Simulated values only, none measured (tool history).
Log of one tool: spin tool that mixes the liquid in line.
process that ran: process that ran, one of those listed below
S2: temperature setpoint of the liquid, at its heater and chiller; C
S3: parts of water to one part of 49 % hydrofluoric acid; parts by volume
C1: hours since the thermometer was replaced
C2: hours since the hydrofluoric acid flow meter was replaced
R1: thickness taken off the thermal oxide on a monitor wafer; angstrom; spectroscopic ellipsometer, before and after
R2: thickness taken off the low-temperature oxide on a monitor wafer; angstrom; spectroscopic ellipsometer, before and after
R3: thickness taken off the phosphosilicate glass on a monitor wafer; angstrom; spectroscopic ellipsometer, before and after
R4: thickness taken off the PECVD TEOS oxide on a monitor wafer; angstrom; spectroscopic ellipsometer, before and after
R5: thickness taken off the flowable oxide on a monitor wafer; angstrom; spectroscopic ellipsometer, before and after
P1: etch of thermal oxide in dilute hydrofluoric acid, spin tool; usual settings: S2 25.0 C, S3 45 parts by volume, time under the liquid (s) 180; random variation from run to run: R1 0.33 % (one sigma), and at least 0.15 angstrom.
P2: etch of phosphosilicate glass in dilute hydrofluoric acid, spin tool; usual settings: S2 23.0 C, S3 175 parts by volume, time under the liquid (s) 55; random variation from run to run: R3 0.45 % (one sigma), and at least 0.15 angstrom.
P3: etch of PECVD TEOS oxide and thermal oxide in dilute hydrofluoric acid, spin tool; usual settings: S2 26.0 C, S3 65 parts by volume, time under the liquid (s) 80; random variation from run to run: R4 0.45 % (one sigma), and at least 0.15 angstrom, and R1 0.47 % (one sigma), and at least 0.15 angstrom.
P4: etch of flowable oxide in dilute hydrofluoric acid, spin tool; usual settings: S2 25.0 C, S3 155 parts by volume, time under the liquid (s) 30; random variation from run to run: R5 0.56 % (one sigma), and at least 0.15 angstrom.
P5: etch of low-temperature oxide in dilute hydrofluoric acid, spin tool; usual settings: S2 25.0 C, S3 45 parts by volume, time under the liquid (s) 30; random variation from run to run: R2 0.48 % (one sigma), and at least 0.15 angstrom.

run 1 hour=10.4 | process_that_ran=P1 S2=25.0 S3=45 time_under_the_liquid_(s)=180 | C1=976.5 C2=810.2 | R1=215.090
run 2 hour=15.8 | process_that_ran=P5 S2=25.0 S3=45 time_under_the_liquid_(s)=30 | C1=981.9 C2=815.6 | R2=144.600
run 3 hour=23.8 | process_that_ran=P2 S2=23.0 S3=175 time_under_the_liquid_(s)=55 | C1=989.9 C2=823.6 | R3=343.19
run 4 hour=31.4 | process_that_ran=P1 S2=30.5 S3=20 time_under_the_liquid_(s)=180 | C1=997.5 C2=831.2 | R1=623.290
run 5 hour=40.0 | process_that_ran=P3 S2=26.0 S3=65 time_under_the_liquid_(s)=80 | C1=1006.1 C2=839.8 | R1=70.299 R4=140.430
run 6 hour=46.9 | process_that_ran=P2 S2=18.5 S3=175 time_under_the_liquid_(s)=55 | C1=1013.0 C2=846.7 | R3=287.73
run 7 hour=57.6 | process_that_ran=P1 S2=25.0 S3=45 time_under_the_liquid_(s)=180 | C1=1023.7 C2=857.4 | R1=213.830
-- hour=67.2 thermometer replaced
run 8 hour=67.5 | process_that_ran=P4 S2=25.0 S3=155 time_under_the_liquid_(s)=15 | C1=0.3 C2=867.3 | R5=47.797
run 9 hour=75.2 | process_that_ran=P1 S2=25.0 S3=45 time_under_the_liquid_(s)=180 | C1=8.0 C2=875.0 | R1=214.240
run 10 hour=84.2 | process_that_ran=P1 S2=32.5 S3=45 time_under_the_liquid_(s)=180 | C1=17.0 C2=884.0 | R1=289.630
-- hour=94.4 hydrofluoric acid flow meter replaced
run 11 hour=94.4 | process_that_ran=P1 S2=25.0 S3=20 time_under_the_liquid_(s)=180 | C1=27.2 C2=0.0 | R1=500.200
run 12 hour=100.4 | process_that_ran=P1 S2=25.0 S3=45 time_under_the_liquid_(s)=180 | C1=33.2 C2=6.0 | R1=213.100
run 13 hour=106.8 | process_that_ran=P1 S2=25.0 S3=45 time_under_the_liquid_(s)=180 | C1=39.6 C2=12.4 | R1=214.670
run 14 hour=115.0 | process_that_ran=P1 S2=19.5 S3=25 time_under_the_liquid_(s)=180 | C1=47.8 C2=20.6 | R1=314.460
run 15 hour=125.0 | process_that_ran=P5 S2=32.0 S3=45 time_under_the_liquid_(s)=30 | C1=57.8 C2=30.6 | R2=193.010
run 16 hour=135.9 | process_that_ran=P2 S2=23.0 S3=175 time_under_the_liquid_(s)=55 | C1=68.7 C2=41.5 | R3=342.21
run 17 hour=143.9 | process_that_ran=P4 S2=20.0 S3=155 time_under_the_liquid_(s)=30 | C1=76.7 C2=49.5 | R5=77.607
run 18 hour=150.3 | process_that_ran=P3 S2=26.0 S3=25 time_under_the_liquid_(s)=80 | C1=83.1 C2=55.9 | R1=193.400 R4=386.420
run 19 hour=158.4 | process_that_ran=P3 S2=26.0 S3=65 time_under_the_liquid_(s)=25 | C1=91.2 C2=64.0 | R1=21.750 R4=43.352
run 20 hour=166.0 | process_that_ran=P1 S2=25.0 S3=70 time_under_the_liquid_(s)=180 | C1=98.8 C2=71.6 | R1=132.950
run 21 hour=176.4 | process_that_ran=P1 S2=25.0 S3=45 time_under_the_liquid_(s)=265 | C1=109.2 C2=82.0 | R1=316.300
run 22 hour=185.2 | process_that_ran=P3 S2=30.5 S3=65 time_under_the_liquid_(s)=80 | C1=118.0 C2=90.8 | R1=83.221 R4=166.980
run 23 hour=191.3 | process_that_ran=P5 S2=25.0 S3=20 time_under_the_liquid_(s)=30 | C1=124.1 C2=96.9 | R2=339.340
run 24 hour=201.2 | process_that_ran=P3 S2=26.0 S3=65 time_under_the_liquid_(s)=80 | C1=134.0 C2=106.8 | R1=69.817 R4=139.870
run 25 hour=206.6 | process_that_ran=P2 S2=23.0 S3=175 time_under_the_liquid_(s)=100 | C1=139.4 C2=112.2 | R3=622.97
run 26 hour=216.8 | process_that_ran=P1 S2=25.0 S3=45 time_under_the_liquid_(s)=180 | C1=149.6 C2=122.4 | R1=213.670
run 27 hour=223.0 | process_that_ran=P5 S2=25.0 S3=45 time_under_the_liquid_(s)=15 | C1=155.8 C2=128.6 | R2=72.945
run 28 hour=233.3 | process_that_ran=P4 S2=25.0 S3=155 time_under_the_liquid_(s)=30 | C1=166.1 C2=138.9 | R5=95.337
run 29 hour=239.6 | process_that_ran=P2 S2=23.0 S3=285 time_under_the_liquid_(s)=55 | C1=172.4 C2=145.2 | R3=188.87
run 30 hour=249.8 | process_that_ran=P4 S2=25.0 S3=45 time_under_the_liquid_(s)=30 | C1=182.6 C2=155.4 | R5=374.470
run 31 hour=259.8 | process_that_ran=P4 S2=25.0 S3=155 time_under_the_liquid_(s)=30 | C1=192.6 C2=165.4 | R5=94.723
run 32 hour=267.5 | process_that_ran=P1 S2=18.5 S3=45 time_under_the_liquid_(s)=180 | C1=200.3 C2=173.1 | R1=162.770
run 33 hour=275.3 | process_that_ran=P1 S2=25.0 S3=45 time_under_the_liquid_(s)=40 | C1=208.1 C2=180.9 | R1=47.738
run 34 hour=280.8 | process_that_ran=P1 S2=25.0 S3=45 time_under_the_liquid_(s)=180 | C1=213.6 C2=186.4 | R1=214.900

Run 35 comes next. What will it give?
run 35 hour=286.9 | process_that_ran=P1 S2=25.0 S3=45 time_under_the_liquid_(s)=180 | C1=219.7 C2=192.5 | R1=?

R1: 219.710 angstrom
